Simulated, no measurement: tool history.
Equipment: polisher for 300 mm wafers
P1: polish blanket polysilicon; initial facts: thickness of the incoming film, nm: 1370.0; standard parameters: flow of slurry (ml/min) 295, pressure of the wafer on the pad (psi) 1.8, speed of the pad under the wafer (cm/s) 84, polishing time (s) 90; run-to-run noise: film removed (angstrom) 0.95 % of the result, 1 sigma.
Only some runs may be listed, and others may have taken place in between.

run	day	flow of slurry (ml/min)	pressure of the wafer on the pad (psi)	speed of the pad under the wafer (cm/s)	polishing time (s)	wafers polished on this pad	hours since the slurry nozzle was cleaned	hours since the head pressure was calibrated	film removed (angstrom)
1	0.246	295	1.8	84	90	351	74.7	690.7	4817.1
2	0.767	175	1.8	84	117	485	87.2	703.2	5826.6
3	1.296	415	1.8	54	90	621	99.9	715.9	3172.2
4	1.712	295	1.8	84	90	727	109.9	725.9	4870.6
# day 1.917: slurry nozzle cleaned
5	2.062	295	1.8	84	90	817	3.6	734.3	4766.5
6	2.321	175	1.8	84	90	884	9.8	740.5	4495.8
7	2.608	295	1.8	84	40	957	16.7	747.4	2125.0
8	3.079	295	1.8	84	90	1078	28.0	758.7	4761.4
9	3.612	385	1.8	84	90	1215	40.8	771.5	4883.2
10	4.129	295	1.8	42	90	1348	53.2	783.9	2381.6
11	4.600	295	1.2	84	90	1468	64.5	795.2	3180.4
12	5.108	425	1.8	84	122	1599	76.7	807.4	6759.1
13	5.354	295	1.8	84	90	1662	82.6	813.3	4714.3
14	5.775	295	1.8	120	90	1770	92.7	823.4	6832.3
15	6.146	295	2.5	84	90	1865	101.6	832.3	6661.3

Estimate the outcome of run 16 from the log above:
16	6.475	295	1.8	84	133	1949	109.5	840.2	?

{"run 16": {"film removed (angstrom)": 7067.4}}
